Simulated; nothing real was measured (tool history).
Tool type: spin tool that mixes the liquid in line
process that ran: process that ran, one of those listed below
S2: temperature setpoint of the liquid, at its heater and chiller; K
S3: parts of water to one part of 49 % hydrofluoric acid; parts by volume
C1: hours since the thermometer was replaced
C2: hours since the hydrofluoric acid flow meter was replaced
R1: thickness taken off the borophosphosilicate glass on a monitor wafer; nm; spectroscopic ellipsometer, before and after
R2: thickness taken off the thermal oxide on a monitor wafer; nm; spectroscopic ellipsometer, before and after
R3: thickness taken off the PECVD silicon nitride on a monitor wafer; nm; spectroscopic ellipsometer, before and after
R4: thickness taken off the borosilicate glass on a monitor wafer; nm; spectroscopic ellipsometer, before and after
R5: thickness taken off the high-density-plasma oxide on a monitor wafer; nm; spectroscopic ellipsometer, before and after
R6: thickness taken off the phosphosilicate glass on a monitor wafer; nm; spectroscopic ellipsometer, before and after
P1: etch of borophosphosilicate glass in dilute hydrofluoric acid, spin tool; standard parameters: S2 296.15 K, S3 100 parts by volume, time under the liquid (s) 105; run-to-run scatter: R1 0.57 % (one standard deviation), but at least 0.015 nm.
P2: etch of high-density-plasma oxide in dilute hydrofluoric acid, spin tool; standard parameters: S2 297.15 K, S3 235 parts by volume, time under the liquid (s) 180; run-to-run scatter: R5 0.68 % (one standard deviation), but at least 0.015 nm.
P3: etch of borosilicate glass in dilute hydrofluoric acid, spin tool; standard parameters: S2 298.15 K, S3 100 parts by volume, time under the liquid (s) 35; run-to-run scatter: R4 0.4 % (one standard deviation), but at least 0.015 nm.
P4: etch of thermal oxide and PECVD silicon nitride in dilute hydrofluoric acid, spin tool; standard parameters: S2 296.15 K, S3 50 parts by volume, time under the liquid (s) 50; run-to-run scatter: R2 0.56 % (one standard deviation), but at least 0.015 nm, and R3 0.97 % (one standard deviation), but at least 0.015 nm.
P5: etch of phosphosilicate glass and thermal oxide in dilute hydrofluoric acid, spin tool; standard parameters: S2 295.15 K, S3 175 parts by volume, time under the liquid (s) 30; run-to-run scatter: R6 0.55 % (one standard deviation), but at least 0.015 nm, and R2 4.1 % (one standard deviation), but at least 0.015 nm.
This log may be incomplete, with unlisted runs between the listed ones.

Run 1, hour 6.4: process that ran P1, S2 296.15 K, S3 100 parts by volume, time under the liquid (s) 105; C1 1075.0; C2 1306.6. Result: R1 47.5150 nm.
Run 2, hour 10.5: process that ran P4, S2 296.15 K, S3 50 parts by volume, time under the liquid (s) 50; C1 1079.1; C2 1310.7. Result: R2 4.72570 nm, R3 2.6707 nm.
Run 3, hour 17.0: process that ran P1, S2 296.15 K, S3 100 parts by volume, time under the liquid (s) 105; C1 1085.6; C2 1317.2. Result: R1 47.6230 nm.
Run 4, hour 23.5: process that ran P3, S2 298.15 K, S3 100 parts by volume, time under the liquid (s) 35; C1 1092.1; C2 1323.7. Result: R4 13.9410 nm.
Run 5, hour 29.0: process that ran P1, S2 296.15 K, S3 150 parts by volume, time under the liquid (s) 105; C1 1097.6; C2 1329.2. Result: R1 30.0100 nm.
At hour 34.8: thermometer replaced.
Run 6, hour 36.2: process that ran P3, S2 298.15 K, S3 155 parts by volume, time under the liquid (s) 35; C1 1.5; C2 1336.4. Result: R4 8.4231 nm.
Run 7, hour 43.4: process that ran P1, S2 296.15 K, S3 100 parts by volume, time under the liquid (s) 105; C1 8.7; C2 1343.6. Result: R1 47.4210 nm.
Run 8, hour 48.0: process that ran P2, S2 297.15 K, S3 50 parts by volume, time under the liquid (s) 180; C1 13.3; C2 1348.2. Result: R5 19.39200 nm.
Run 9, hour 51.2: process that ran P1, S2 296.15 K, S3 100 parts by volume, time under the liquid (s) 15; C1 16.5; C2 1351.4. Result: R1 6.8739 nm.
Run 10, hour 56.6: process that ran P5, S2 295.15 K, S3 275 parts by volume, time under the liquid (s) 30; C1 21.9; C2 1356.8. Result: R2 0.37018 nm, R6 13.295 nm.
Run 11, hour 59.7: process that ran P2, S2 290.15 K, S3 235 parts by volume, time under the liquid (s) 180; C1 25.0; C2 1359.9. Result: R5 2.51810 nm.
Run 12, hour 64.3: process that ran P4, S2 296.15 K, S3 80 parts by volume, time under the liquid (s) 50; C1 29.6; C2 1364.5. Result: R2 2.88930 nm, R3 1.6803 nm.
Run 13, hour 71.0: process that ran P1, S2 296.15 K, S3 100 parts by volume, time under the liquid (s) 180; C1 36.3; C2 1371.2. Result: R1 81.2510 nm.
Run 14, hour 77.2: process that ran P5, S2 290.15 K, S3 175 parts by volume, time under the liquid (s) 30; C1 42.5; C2 1377.4. Result: R2 0.54516 nm, R6 19.096 nm.
Run 15, hour 83.6: process that ran P1, S2 301.15 K, S3 100 parts by volume, time under the liquid (s) 105; C1 48.9; C2 1383.8. Result: R1 57.7130 nm.
Run 16, hour 86.7: process that ran P4, S2 290.15 K, S3 50 parts by volume, time under the liquid (s) 50; C1 52.0; C2 1386.9. Result: R2 3.65230 nm, R3 1.8111 nm.
Run 17, hour 92.7: process that ran P2, S2 297.15 K, S3 235 parts by volume, time under the liquid (s) 180; C1 58.0; C2 1392.9. Result: R5 3.30350 nm.
Run 18, hour 99.7: process that ran P1, S2 291.65 K, S3 50 parts by volume, time under the liquid (s) 105; C1 65.0; C2 1399.9. Result: R1 83.0020 nm.
Run 19, hour 106.4: process that ran P1, S2 296.15 K, S3 50 parts by volume, time under the liquid (s) 105; C1 71.7; C2 1406.6. Result: R1 102.3800 nm.
Run 20, hour 112.1: process that ran P1, S2 296.15 K, S3 100 parts by volume, time under the liquid (s) 105; C1 77.4; C2 1412.3. Result: R1 47.5850 nm.
Run 21, hour 119.1: process that ran P1, S2 290.15 K, S3 100 parts by volume, time under the liquid (s) 105; C1 84.4; C2 1419.3. Result: R1 37.1470 nm.
Run 22, hour 123.2: process that ran P5, S2 295.15 K, S3 175 parts by volume, time under the liquid (s) 30; C1 88.5; C2 1423.4. Result: R2 0.60521 nm, R6 22.973 nm.
Run 23, hour 130.5: process that ran P5, S2 295.15 K, S3 175 parts by volume, time under the liquid (s) 15; C1 95.8; C2 1430.7. Result: R2 0.29319 nm, R6 11.542 nm.
Run 24, hour 137.4: process that ran P4, S2 296.15 K, S3 50 parts by volume, time under the liquid (s) 90; C1 102.7; C2 1437.6. Result: R2 8.57780 nm, R3 4.8384 nm.
Run 25, hour 141.5: process that ran P1, S2 296.15 K, S3 100 parts by volume, time under the liquid (s) 105; C1 106.8; C2 1441.7. Result: R1 47.2550 nm.
Run 26, hour 145.3: process that ran P2, S2 297.15 K, S3 235 parts by volume, time under the liquid (s) 15; C1 110.6; C2 1445.5. Result: R5 0.29988 nm.
Run 27, hour 152.3: process that ran P1, S2 296.15 K, S3 100 parts by volume, time under the liquid (s) 105; C1 117.6; C2 1452.5. Result: R1 47.5340 nm.
Run 28, hour 156.2: process that ran P3, S2 298.15 K, S3 100 parts by volume, time under the liquid (s) 15; C1 121.5; C2 1456.4. Result: R4 5.9319 nm.
Run 29, hour 163.1: process that ran P1, S2 296.15 K, S3 100 parts by volume, time under the liquid (s) 105; C1 128.4; C2 1463.3. Result: R1 48.0180 nm.
Run 30, hour 166.6: process that ran P3, S2 306.15 K, S3 100 parts by volume, time under the liquid (s) 35; C1 131.9; C2 1466.8. Result: R4 18.8420 nm.
Run 31, hour 170.6: process that ran P1, S2 296.15 K, S3 100 parts by volume, time under the liquid (s) 105; C1 135.9; C2 1470.8. Result: R1 47.3310 nm.
Run 32, hour 173.8: process that ran P1, S2 296.15 K, S3 100 parts by volume, time under the liquid (s) 105; C1 139.1; C2 1474.0. Result: R1 48.3520 nm.
Run 33, hour 179.2: process that ran P1, S2 296.15 K, S3 100 parts by volume, time under the liquid (s) 105; C1 144.5; C2 1479.4. Result: R1 49.9860 nm.
Run 34, hour 186.3: process that ran P1, S2 296.15 K, S3 100 parts by volume, time under the liquid (s) 105; C1 151.6; C2 1486.5. Result: R1 50.6400 nm.
Run 35, hour 193.5: process that ran P1, S2 296.15 K, S3 100 parts by volume, time under the liquid (s) 105; C1 158.8; C2 1493.7. Result: R1 50.4390 nm.
Run 36, hour 199.0: process that ran P1, S2 296.15 K, S3 100 parts by volume, time under the liquid (s) 105; C1 164.3; C2 1499.2. Result: R1 51.0520 nm.
Run 37, hour 202.9: process that ran P1, S2 296.15 K, S3 100 parts by volume, time under the liquid (s) 105; C1 168.2; C2 1503.1. Result: R1 51.1520 nm.
Run 38, hour 207.8: process that ran P1, S2 296.15 K, S3 100 parts by volume, time under the liquid (s) 105; C1 173.1; C2 1508.0. Result: R1 51.5260 nm.

P1 has crept away from where it was. The log is fitted equally well by each of these 2 causes, at the sizes shown:
A: hydrofluoric acid flow above the setpoint (%) = 6.83
B: liquid hotter than its thermometer reads (K) = 1.87
The process output started creeping at around hour 170.6.

Which of the check runs below tells the causes apart, meaning the causes would give it clearly different results? Each run uses 2 wafers whose results are averaged, and each result is shown as a question mark.
Run check 1, hour 212.7: process that ran P5, S2 291.15 K, S3 175 parts by volume, time under the liquid (s) 30. Result: R2 ?, R6 ?.
Run check 2, hour 212.7: process that ran P2, S2 291.65 K, S3 235 parts by volume, time under the liquid (s) 180. Result: R5 ?.
Run check 3, hour 212.7: process that ran P3, S2 304.65 K, S3 100 parts by volume, time under the liquid (s) 35. Result: R4 ?.
Run check 4, hour 212.7: process that ran P4, S2 290.15 K, S3 50 parts by volume, time under the liquid (s) 75. Result: R2 ?, R3 ?.

Expected result of each check under each candidate cause:
  check  result     if A     if B
check 1      R2  0.58287  0.58123
check 1      R6   21.351   21.291
check 2      R5  2.92130  2.89610
check 3      R4  19.2580  19.1250
check 4      R2  5.92860  5.99430
check 4      R3   2.8399   3.0395
Minimum pairwise separation of causes per check, each pair taken at its best-separating result: check 1 0.28 %; check 2 0.87 %; check 3 0.69 %; check 4 6.79 %
Only in check 4 would the causes give clearly different results; in the remaining checks their results would be nearly the same.

After running check 4, the following was obtained: R2 5.95070 nm; R3 2.8847 nm. Which cause does this point to?

It was cause A: hydrofluoric acid flow above the setpoint (%).
